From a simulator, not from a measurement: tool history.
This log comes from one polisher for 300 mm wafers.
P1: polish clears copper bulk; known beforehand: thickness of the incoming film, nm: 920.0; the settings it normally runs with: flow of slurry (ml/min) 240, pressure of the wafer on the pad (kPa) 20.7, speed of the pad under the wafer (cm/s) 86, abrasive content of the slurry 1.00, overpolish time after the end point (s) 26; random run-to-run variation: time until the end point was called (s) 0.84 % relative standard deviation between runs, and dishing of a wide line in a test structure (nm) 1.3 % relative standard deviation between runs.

run	hour	flow of slurry (ml/min)	pressure of the wafer on the pad (kPa)	speed of the pad under the wafer (cm/s)	abrasive content of the slurry	overpolish time after the end point (s)	wafers polished on this pad	hours since the slurry nozzle was cleaned	hours since the head pressure was calibrated	hours since the slurry blender was calibrated	time until the end point was called (s)	dishing of a wide line in a test structure (nm)
1	7.5	240	20.7	86	1.00	26	828	251.7	580.5	141.2	130.980	90.561
2	11.1	240	20.7	86	1.00	26	854	255.3	584.1	144.8	131.440	90.092
# hour 13.5: slurry blender recalibrated
3	17.3	240	20.7	86	1.00	26	899	261.5	590.3	3.8	130.770	90.549
4	24.9	240	20.7	86	1.25	26	953	269.1	597.9	11.4	127.200	88.875
5	31.9	240	26.2	86	1.00	26	1004	276.1	604.9	18.4	105.180	104.600
6	35.3	240	29.0	132	1.00	26	1028	279.5	608.3	21.8	61.143	136.290
7	42.2	240	20.7	86	1.00	51	1078	286.4	615.2	28.7	130.720	122.390
8	47.5	240	26.2	108	1.00	26	1116	291.7	620.5	34.0	83.148	121.190
9	53.3	310	20.7	86	1.00	26	1158	297.5	626.3	39.8	130.100	92.063
10	59.9	240	20.7	86	1.00	26	1206	304.1	632.9	46.4	134.450	89.753
11	64.6	240	12.4	86	1.00	26	1240	308.8	637.6	51.1	223.130	60.392
12	70.6	240	20.7	86	0.60	26	1283	314.8	643.6	57.1	147.070	83.646
13	74.0	240	20.7	54	1.00	26	1307	318.2	647.0	60.5	213.380	66.328
14	79.7	240	20.7	132	1.00	26	1348	323.9	652.7	66.2	86.337	111.170
15	86.6	240	20.7	86	1.00	26	1398	330.8	659.6	73.1	134.860	88.653
16	90.7	240	20.7	86	1.00	8	1428	334.9	663.7	77.2	132.030	37.767
17	96.2	240	20.7	86	1.00	26	1467	340.4	669.2	82.7	132.080	90.835
18	104.0	145	20.7	86	1.00	26	1524	348.2	677.0	90.5	143.040	86.803
19	110.9	240	20.7	86	1.00	26	1573	355.1	683.9	97.4	131.410	88.410
20	115.5	240	20.7	86	1.00	26	1607	359.7	688.5	102.0	134.840	88.541
21	119.2	240	20.7	86	1.00	26	1633	363.4	692.2	105.7	136.320	87.154
22	125.5	240	20.7	86	1.00	26	1679	369.7	698.5	112.0	138.860	87.935
23	132.2	240	20.7	86	1.00	26	1727	376.4	705.2	118.7	139.110	87.777
24	137.2	240	20.7	86	1.00	26	1763	381.4	710.2	123.7	142.060	87.084
25	140.9	240	20.7	86	1.00	26	1790	385.1	713.9	127.4	143.480	87.245
# hour 141.9: head pressure recalibrated
# hour 142.1: worn pad replaced by a new one
26	146.1	240	20.7	86	1.00	26	29	390.3	4.3	132.6	141.710	87.769
27	150.1	240	20.7	86	1.00	26	58	394.3	8.3	136.6	142.030	84.023
28	154.9	240	20.7	86	1.00	26	92	399.1	13.1	141.4	142.050	85.683
29	158.4	240	20.7	86	1.00	26	118	402.6	16.6	144.9	141.160	85.876

What P1 gives has crept away from where it was. These 2 causes fit the log equally well, each at the size given:
A: abrasive missing from the slurry, % = 28.9
B: slurry flow missing at the pad, % = 39.6
The creep began at about hour 110.9.
All other causes, with the reason each is excluded:
removal rate lost through wear of the pad, %: serviced at hour 142.1, after the drift had started, without restoring the earlier output
head's pressure below its setpoint, %: serviced at hour 141.9, after the drift had started, without restoring the earlier output

Of the 4 check runs below, each run on 2 wafers with the results averaged and each result still a question mark, which one would tell the listed causes apart?
check 1	161.9	240	20.7	86	0.60	47					?	?
check 2	161.9	240	20.7	126	1.00	8					?	?
check 3	161.9	145	20.7	66	1.00	26					?	?
check 4	161.9	240	20.7	86	1.00	51					?	?

If the cause were each of the candidates in turn, the checks would give the following:
check	result	if A	if B
check 1	time until the end point was called (s)	157.200	157.900
check 1	dishing of a wide line in a test structure (nm)	110.540	110.340
check 2	time until the end point was called (s)	96.942	96.923
check 2	dishing of a wide line in a test structure (nm)	48.870	48.878
check 3	time until the end point was called (s)	198.760	207.230
check 3	dishing of a wide line in a test structure (nm)	69.132	67.130
check 4	time until the end point was called (s)	142.030	142.000
check 4	dishing of a wide line in a test structure (nm)	118.510	118.510
Distance between the nearest two causes, measured in the result of the check that separates them most: check 1 0.44 %; check 2 0.02 %; check 3 4.17 %; check 4 0.02 %
Only in check 3 would the causes give clearly different results; in the remaining checks their results would be nearly the same.

Here is what check 3 returned: time until the end point was called (s) 196.830; dishing of a wide line in a test structure (nm) 68.760. Which cause is it?

It is A: abrasive missing from the slurry, %.
